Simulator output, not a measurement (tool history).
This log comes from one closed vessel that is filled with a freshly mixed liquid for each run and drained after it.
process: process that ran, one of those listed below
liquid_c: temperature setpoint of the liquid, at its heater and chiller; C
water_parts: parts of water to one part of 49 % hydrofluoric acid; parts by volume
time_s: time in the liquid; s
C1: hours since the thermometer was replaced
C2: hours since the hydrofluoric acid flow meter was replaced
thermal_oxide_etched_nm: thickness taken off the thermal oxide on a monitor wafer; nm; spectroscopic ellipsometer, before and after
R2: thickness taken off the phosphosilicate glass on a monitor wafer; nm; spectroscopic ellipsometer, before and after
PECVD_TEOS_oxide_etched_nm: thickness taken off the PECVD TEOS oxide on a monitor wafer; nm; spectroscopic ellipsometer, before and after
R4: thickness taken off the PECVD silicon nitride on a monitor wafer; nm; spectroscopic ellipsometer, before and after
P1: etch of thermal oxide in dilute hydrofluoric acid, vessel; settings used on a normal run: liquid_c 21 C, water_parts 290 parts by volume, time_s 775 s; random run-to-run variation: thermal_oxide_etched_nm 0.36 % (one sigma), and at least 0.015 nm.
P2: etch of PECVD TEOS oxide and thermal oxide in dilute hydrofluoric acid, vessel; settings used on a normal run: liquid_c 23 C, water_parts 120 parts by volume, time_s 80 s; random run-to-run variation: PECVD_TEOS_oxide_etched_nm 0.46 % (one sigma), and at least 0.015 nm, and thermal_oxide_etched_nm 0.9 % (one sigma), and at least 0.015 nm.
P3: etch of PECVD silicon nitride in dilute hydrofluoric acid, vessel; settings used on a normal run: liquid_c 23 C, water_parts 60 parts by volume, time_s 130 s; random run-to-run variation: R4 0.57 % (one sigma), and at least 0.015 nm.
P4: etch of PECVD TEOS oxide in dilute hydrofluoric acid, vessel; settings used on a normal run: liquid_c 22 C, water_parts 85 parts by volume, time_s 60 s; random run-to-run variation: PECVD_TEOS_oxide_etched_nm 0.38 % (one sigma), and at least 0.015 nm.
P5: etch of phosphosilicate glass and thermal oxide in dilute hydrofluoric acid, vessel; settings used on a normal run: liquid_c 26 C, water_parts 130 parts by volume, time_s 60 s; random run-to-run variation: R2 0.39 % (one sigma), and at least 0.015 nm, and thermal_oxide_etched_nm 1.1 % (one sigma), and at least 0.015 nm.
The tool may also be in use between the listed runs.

Run 1, hour 5.1: process P1, liquid_c 21 C, water_parts 290 parts by volume, time_s 775 s; C1 281.1; C2 996. Result: thermal_oxide_etched_nm 9.022 nm.
Run 2, hour 8.4: process P1, liquid_c 21 C, water_parts 290 parts by volume, time_s 1200 s; C1 284.4; C2 999.3. Result: thermal_oxide_etched_nm 13.957 nm.
Run 3, hour 11.2: process P5, liquid_c 26 C, water_parts 130 parts by volume, time_s 60 s; C1 287.2; C2 1002.1. Result: thermal_oxide_etched_nm 2.3424 nm, R2 44.551 nm.
Run 4, hour 16.5: process P2, liquid_c 23 C, water_parts 210 parts by volume, time_s 80 s; C1 292.5; C2 1007.4. Result: thermal_oxide_etched_nm 1.5143 nm, PECVD_TEOS_oxide_etched_nm 3.9947 nm.
Run 5, hour 20.6: process P1, liquid_c 21 C, water_parts 130 parts by volume, time_s 775 s; C1 296.6; C2 1011.5. Result: thermal_oxide_etched_nm 23.516 nm.
Run 6, hour 25.4: process P1, liquid_c 21 C, water_parts 290 parts by volume, time_s 775 s; C1 301.4; C2 1016.3. Result: thermal_oxide_etched_nm 9.0068 nm.
Run 7, hour 29.2: process P4, liquid_c 22 C, water_parts 85 parts by volume, time_s 60 s; C1 305.2; C2 1020.1. Result: PECVD_TEOS_oxide_etched_nm 11.556 nm.
Run 8, hour 33.3: process P2, liquid_c 23 C, water_parts 120 parts by volume, time_s 30 s; C1 309.3; C2 1024.2. Result: thermal_oxide_etched_nm 1.065 nm, PECVD_TEOS_oxide_etched_nm 2.8785 nm.
Run 9, hour 36.8: process P4, liquid_c 22 C, water_parts 85 parts by volume, time_s 110 s; C1 312.8; C2 1027.7. Result: PECVD_TEOS_oxide_etched_nm 21.256 nm.
At hour 37.7: hydrofluoric acid flow meter replaced.
Run 10, hour 40.8: process P5, liquid_c 26 C, water_parts 220 parts by volume, time_s 60 s; C1 316.8; C2 3.1. Result: thermal_oxide_etched_nm 1.2684 nm, R2 23.588 nm.
Run 11, hour 45.8: process P1, liquid_c 21 C, water_parts 290 parts by volume, time_s 215 s; C1 321.8; C2 8.1. Result: thermal_oxide_etched_nm 2.4695 nm.
Run 12, hour 51: process P1, liquid_c 21 C, water_parts 290 parts by volume, time_s 775 s; C1 327; C2 13.3. Result: thermal_oxide_etched_nm 9.0437 nm.
Run 13, hour 54.3: process P1, liquid_c 21 C, water_parts 290 parts by volume, time_s 775 s; C1 330.3; C2 16.6. Result: thermal_oxide_etched_nm 8.9774 nm.
Run 14, hour 58.6: process P3, liquid_c 23 C, water_parts 20 parts by volume, time_s 130 s; C1 334.6; C2 20.9. Result: R4 26.91 nm.
Run 15, hour 62.1: process P1, liquid_c 21 C, water_parts 290 parts by volume, time_s 775 s; C1 338.1; C2 24.4. Result: thermal_oxide_etched_nm 9.055 nm.
Run 16, hour 66.2: process P1, liquid_c 21 C, water_parts 515 parts by volume, time_s 775 s; C1 342.2; C2 28.5. Result: thermal_oxide_etched_nm 4.1748 nm.
Run 17, hour 69.5: process P2, liquid_c 27.5 C, water_parts 120 parts by volume, time_s 80 s; C1 345.5; C2 31.8. Result: thermal_oxide_etched_nm 3.4623 nm, PECVD_TEOS_oxide_etched_nm 9.1274 nm.
Run 18, hour 74.9: process P4, liquid_c 22 C, water_parts 85 parts by volume, time_s 60 s; C1 350.9; C2 37.2. Result: PECVD_TEOS_oxide_etched_nm 11.562 nm.
At hour 79.8: thermometer replaced.
Run 19, hour 80.1: process P1, liquid_c 28 C, water_parts 290 parts by volume, time_s 775 s; C1 0.4; C2 42.4. Result: thermal_oxide_etched_nm 11.415 nm.
Run 20, hour 84: process P5, liquid_c 21 C, water_parts 130 parts by volume, time_s 60 s; C1 4.3; C2 46.3. Result: thermal_oxide_etched_nm 1.9962 nm, R2 36.622 nm.

Predict the results of run 21:
Run 21, hour 87.6: process P1, liquid_c 17 C, water_parts 290 parts by volume, time_s 775 s; C1 7.9; C2 49.9. Result: thermal_oxide_etched_nm ?.

thermal_oxide_etched_nm: 7.7532 nm

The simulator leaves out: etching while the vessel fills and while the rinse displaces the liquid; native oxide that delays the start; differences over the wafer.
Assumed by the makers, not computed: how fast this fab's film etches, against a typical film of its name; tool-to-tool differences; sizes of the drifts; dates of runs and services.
